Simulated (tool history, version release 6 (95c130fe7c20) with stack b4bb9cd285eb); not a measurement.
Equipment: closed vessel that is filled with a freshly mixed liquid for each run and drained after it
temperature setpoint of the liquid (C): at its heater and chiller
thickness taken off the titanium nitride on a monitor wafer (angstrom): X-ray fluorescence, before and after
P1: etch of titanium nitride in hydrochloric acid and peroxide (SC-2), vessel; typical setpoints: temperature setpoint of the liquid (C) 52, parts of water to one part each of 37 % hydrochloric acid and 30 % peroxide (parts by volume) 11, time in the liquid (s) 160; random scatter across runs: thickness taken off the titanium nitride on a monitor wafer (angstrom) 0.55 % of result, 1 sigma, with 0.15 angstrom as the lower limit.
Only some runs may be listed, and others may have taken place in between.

run,hour,temperature setpoint of the liquid (C),parts of water to one part each of 37 % hydrochloric acid and 30 % peroxide (parts by volume),time in the liquid (s),thickness taken off the titanium nitride on a monitor wafer (angstrom)
1,15.9,52,11,160,77.914
# hour 27.9: thermometer replaced
2,30.5,52,15,80,30.001
3,39,37,11,160,27.994
4,49.4,52,11,160,78.733
5,64.7,66.5,11,160,195.62
# hour 65.9: new drum of peroxide connected
6,72.8,52,4,160,168.62
7,88.1,38.5,15,160,23.908
8,102.8,52,11,160,78.44
9,119.6,52,11,160,78.971
10,133.3,52,20,160,46.317
11,146.2,52,11,50,24.392
12,157.2,52,11,305,149.35
13,166.4,52,11,160,78.21
14,180,52,11,160,78.424
15,196.5,52,11,160,80.958
16,211.1,52,11,160,82.162
17,224.3,52,11,160,83.999
18,232.4,52,11,160,84.513
19,248.9,52,11,160,85.27
20,259.3,52,11,160,85.533
21,273.6,52,11,160,85.17
22,285.8,52,11,160,84.871
23,294.7,52,11,160,84.775
24,307.3,52,11,160,86.903

P1 has crept away from where it was. The log is fitted equally well by each of these 2 causes, at the sizes shown:
A: chemicals flow above the setpoint (%) = 11.3
B: liquid hotter than its thermometer reads (K) = 1.38
The process output started creeping at around hour 180.
Other possible causes, and why each is ruled out:
peroxide weaker than its label (%): at most 8, which would move thickness taken off the titanium nitride on a monitor wafer (angstrom) by -7.4 %: too little, or the wrong way

You are offered 4 check runs, listed below with question marks in place of their results; each one averages 5 wafers. Which run separates the listed causes by giving clearly different results for each?
check 1,319.9,52,19.5,160,?
check 2,319.9,52,4,160,?
check 3,319.9,52,17,295,?
check 4,319.9,60.5,11,305,?

Expected result of each check under each candidate cause:
check,result,if A,if B
check 1,thickness taken off the titanium nitride on a monitor wafer (angstrom),52.186,51.868
check 2,thickness taken off the titanium nitride on a monitor wafer (angstrom),182.1,185.86
check 3,thickness taken off the titanium nitride on a monitor wafer (angstrom),108.73,108.22
check 4,thickness taken off the titanium nitride on a monitor wafer (angstrom),281.98,280.88
Smallest distance between any two causes, each pair judged by its most separating result, in per cent: check 1 0.61 %; check 2 2.04 %; check 3 0.47 %; check 4 0.39 %
Check 2 tells the causes apart: in the others they would give nearly the same result.

Check 2 was carried out, with these results: thickness taken off the titanium nitride on a monitor wafer (angstrom) 185.56. Which of the listed causes is responsible?

B is the cause: liquid hotter than its thermometer reads (K).
